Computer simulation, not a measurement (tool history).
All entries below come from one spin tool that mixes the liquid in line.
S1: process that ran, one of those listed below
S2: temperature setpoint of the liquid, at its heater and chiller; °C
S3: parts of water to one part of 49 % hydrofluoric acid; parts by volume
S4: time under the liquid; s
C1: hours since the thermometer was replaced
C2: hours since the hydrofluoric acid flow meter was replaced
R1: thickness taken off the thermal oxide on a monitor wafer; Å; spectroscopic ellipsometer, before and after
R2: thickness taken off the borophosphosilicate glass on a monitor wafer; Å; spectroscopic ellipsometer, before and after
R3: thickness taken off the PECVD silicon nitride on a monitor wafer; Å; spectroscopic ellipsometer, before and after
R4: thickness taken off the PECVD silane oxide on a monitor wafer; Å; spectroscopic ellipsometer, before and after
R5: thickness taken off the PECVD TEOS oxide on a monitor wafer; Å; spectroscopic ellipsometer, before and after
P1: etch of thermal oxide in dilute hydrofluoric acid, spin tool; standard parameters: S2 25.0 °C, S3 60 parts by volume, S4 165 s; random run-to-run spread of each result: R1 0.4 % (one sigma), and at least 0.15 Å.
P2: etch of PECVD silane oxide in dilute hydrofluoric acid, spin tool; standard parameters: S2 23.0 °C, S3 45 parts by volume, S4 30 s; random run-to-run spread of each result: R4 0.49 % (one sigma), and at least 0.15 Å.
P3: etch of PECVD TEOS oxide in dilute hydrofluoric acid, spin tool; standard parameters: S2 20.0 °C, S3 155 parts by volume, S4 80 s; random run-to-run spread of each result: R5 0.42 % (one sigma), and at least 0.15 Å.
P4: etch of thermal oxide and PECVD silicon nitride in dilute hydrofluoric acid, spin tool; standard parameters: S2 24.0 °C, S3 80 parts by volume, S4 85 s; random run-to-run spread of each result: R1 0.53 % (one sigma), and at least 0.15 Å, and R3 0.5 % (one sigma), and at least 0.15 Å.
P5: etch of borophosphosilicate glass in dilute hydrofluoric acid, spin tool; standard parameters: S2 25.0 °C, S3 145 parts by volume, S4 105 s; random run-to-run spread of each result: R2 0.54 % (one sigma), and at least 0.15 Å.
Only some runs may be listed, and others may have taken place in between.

{"run": 1, "hour": 3.7, "S1": "P1", "S2": 25.0, "S3": 60, "S4": 165, "C1": 363.8, "C2": 1545.2, "R1": 142.16}
{"run": 2, "hour": 7.9, "S1": "P5", "S2": 25.0, "S3": 145, "S4": 160, "C1": 368.0, "C2": 1549.4, "R2": 744.18}
{"run": 3, "hour": 12.3, "S1": "P4", "S2": 24.0, "S3": 80, "S4": 85, "C1": 372.4, "C2": 1553.8, "R1": 54.424, "R3": 59.344}
{"run": 4, "hour": 16.0, "S1": "P4", "S2": 24.0, "S3": 80, "S4": 165, "C1": 376.1, "C2": 1557.5, "R1": 104.11, "R3": 116.17}
{"run": 5, "hour": 20.0, "S1": "P2", "S2": 23.0, "S3": 45, "S4": 30, "C1": 380.1, "C2": 1561.5, "R4": 143.46}
{"run": 6, "hour": 24.4, "S1": "P4", "S2": 24.0, "S3": 115, "S4": 85, "C1": 384.5, "C2": 1565.9, "R1": 35.729, "R3": 42.027}
{"run": 7, "hour": 28.0, "S1": "P1", "S2": 25.0, "S3": 60, "S4": 260, "C1": 388.1, "C2": 1569.5, "R1": 221.7}
{"run": 8, "hour": 33.2, "S1": "P4", "S2": 17.0, "S3": 80, "S4": 85, "C1": 393.3, "C2": 1574.7, "R1": 40.742, "R3": 36.703}
{"run": 9, "hour": 35.6, "S1": "P2", "S2": 30.0, "S3": 45, "S4": 30, "C1": 395.7, "C2": 1577.1, "R4": 190.87}
{"run": 10, "hour": 40.8, "S1": "P2", "S2": 23.0, "S3": 45, "S4": 15, "C1": 400.9, "C2": 1582.3, "R4": 72.156}
{"run": 11, "hour": 46.1, "S1": "P3", "S2": 20.0, "S3": 155, "S4": 120, "C1": 406.2, "C2": 1587.6, "R5": 172.78}
{"run": 12, "hour": 49.7, "S1": "P5", "S2": 25.0, "S3": 145, "S4": 105, "C1": 409.8, "C2": 1591.2, "R2": 494.02}
{"run": 13, "hour": 52.3, "S1": "P1", "S2": 29.5, "S3": 80, "S4": 165, "C1": 412.4, "C2": 1593.8, "R1": 122.84}
{"run": 14, "hour": 56.8, "S1": "P1", "S2": 25.0, "S3": 60, "S4": 165, "C1": 416.9, "C2": 1598.3, "R1": 141.0}
{"run": 15, "hour": 59.5, "S1": "P3", "S2": 20.0, "S3": 155, "S4": 80, "C1": 419.6, "C2": 1601.0, "R5": 115.52}
{"run": 16, "hour": 64.9, "S1": "P1", "S2": 31.5, "S3": 60, "S4": 165, "C1": 425.0, "C2": 1606.4, "R1": 183.09}
{"run": 17, "hour": 69.9, "S1": "P3", "S2": 26.0, "S3": 155, "S4": 80, "C1": 430.0, "C2": 1611.4, "R5": 145.89}
{"run": 18, "hour": 73.4, "S1": "P1", "S2": 25.0, "S3": 20, "S4": 165, "C1": 433.5, "C2": 1614.9, "R1": 447.87}
{"run": 19, "hour": 76.6, "S1": "P4", "S2": 24.0, "S3": 80, "S4": 85, "C1": 436.7, "C2": 1618.1, "R1": 53.944, "R3": 60.127}
{"run": 20, "hour": 81.0, "S1": "P1", "S2": 25.0, "S3": 60, "S4": 165, "C1": 441.1, "C2": 1622.5, "R1": 141.45}
{"run": 21, "hour": 83.5, "S1": "P1", "S2": 25.0, "S3": 90, "S4": 100, "C1": 443.6, "C2": 1625.0, "R1": 55.074}
{"run": 22, "hour": 87.5, "S1": "P1", "S2": 25.0, "S3": 85, "S4": 165, "C1": 447.6, "C2": 1629.0, "R1": 95.807}
{"run": 23, "hour": 90.4, "S1": "P1", "S2": 18.5, "S3": 60, "S4": 300, "C1": 450.5, "C2": 1631.9, "R1": 195.53}
{"run": 24, "hour": 95.0, "S1": "P3", "S2": 20.0, "S3": 245, "S4": 80, "C1": 455.1, "C2": 1636.5, "R5": 67.161}
{"run": 25, "hour": 99.1, "S1": "P1", "S2": 25.0, "S3": 60, "S4": 165, "C1": 459.2, "C2": 1640.6, "R1": 140.83}
{"run": 26, "hour": 102.4, "S1": "P1", "S2": 19.5, "S3": 60, "S4": 165, "C1": 462.5, "C2": 1643.9, "R1": 111.53}
{"run": 27, "hour": 105.9, "S1": "P2", "S2": 23.0, "S3": 20, "S4": 30, "C1": 466.0, "C2": 1647.4, "R4": 333.53}
{"run": 28, "hour": 108.9, "S1": "P5", "S2": 25.0, "S3": 255, "S4": 105, "C1": 469.0, "C2": 1650.4, "R2": 249.04}
{"run": 29, "hour": 112.2, "S1": "P1", "S2": 25.0, "S3": 60, "S4": 165, "C1": 472.3, "C2": 1653.7, "R1": 140.73}
{"run": 30, "hour": 116.6, "S1": "P1", "S2": 25.0, "S3": 60, "S4": 30, "C1": 476.7, "C2": 1658.1, "R1": 25.468}
{"run": 31, "hour": 121.2, "S1": "P1", "S2": 25.0, "S3": 60, "S4": 165, "C1": 481.3, "C2": 1662.7, "R1": 140.9}
{"run": 32, "hour": 124.5, "S1": "P5", "S2": 18.0, "S3": 145, "S4": 105, "C1": 484.6, "C2": 1666.0, "R2": 375.38}
{"run": 33, "hour": 127.0, "S1": "P3", "S2": 20.0, "S3": 155, "S4": 80, "C1": 487.1, "C2": 1668.5, "R5": 115.72}
{"run": 34, "hour": 130.5, "S1": "P1", "S2": 25.0, "S3": 60, "S4": 165, "C1": 490.6, "C2": 1672.0, "R1": 141.2}
{"run": 35, "hour": 135.0, "S1": "P1", "S2": 25.0, "S3": 60, "S4": 165, "C1": 495.1, "C2": 1676.5, "R1": 147.95}
{"run": 36, "hour": 139.3, "S1": "P1", "S2": 25.0, "S3": 60, "S4": 165, "C1": 499.4, "C2": 1680.8, "R1": 150.76}
{"run": 37, "hour": 142.2, "S1": "P1", "S2": 25.0, "S3": 60, "S4": 165, "C1": 502.3, "C2": 1683.7, "R1": 150.55}
{"run": 38, "hour": 146.4, "S1": "P1", "S2": 25.0, "S3": 60, "S4": 165, "C1": 506.5, "C2": 1687.9, "R1": 153.13}
{"run": 39, "hour": 151.7, "S1": "P1", "S2": 25.0, "S3": 60, "S4": 165, "C1": 511.8, "C2": 1693.2, "R1": 154.04}
{"run": 40, "hour": 155.4, "S1": "P1", "S2": 25.0, "S3": 60, "S4": 165, "C1": 515.5, "C2": 1696.9, "R1": 154.31}
{"run": 41, "hour": 158.2, "S1": "P1", "S2": 25.0, "S3": 60, "S4": 165, "C1": 518.3, "C2": 1699.7, "R1": 154.42}

The output of P1 has drifted from where it used to be. Each of the 2 causes below, taken at the size shown beside it, accounts for the log equally well:
A: liquid hotter than its thermometer reads (K) = 2.26
B: hydrofluoric acid flow above the setpoint (%) = 8.78
Creep in the process output first set in at about hour 130.5.

4 check runs are offered, one wafer each, their results left as question marks. Which one tells the causes apart?
{"run": "check 1", "hour": 161.0, "S1": "P2", "S2": 23.0, "S3": 45, "S4": 30, "R4": "?"}
{"run": "check 2", "hour": 161.0, "S1": "P5", "S2": 25.0, "S3": 145, "S4": 105, "R2": "?"}
{"run": "check 3", "hour": 161.0, "S1": "P3", "S2": 20.0, "S3": 155, "S4": 80, "R5": "?"}
{"run": "check 4", "hour": 161.0, "S1": "P4", "S2": 24.0, "S3": 80, "S4": 85, "R1": "?", "R3": "?"}

Check results expected under each cause:
check=check_1 result=R4 if_A=158.060 if_B=157.360
check=check_2 result=R2 if_A=536.77 if_B=543.88
check=check_3 result=R5 if_A=126.980 if_B=128.070
check=check_4 result=R1 if_A=59.052 if_B=59.196
check=check_4 result=R3 if_A=69.133 if_B=64.715
Per check, the gap between the least separated pair of causes, taken in the result that splits them most: check 1 0.45 %; check 2 1.32 %; check 3 0.85 %; check 4 6.6 %
Only check 4 tells the causes apart: in the others they would give nearly the same result.

Running check 4 produced the following: R1 59.394 Å; R3 65.283 Å. Which one of the listed causes fits?

It is B: hydrofluoric acid flow above the setpoint (%).
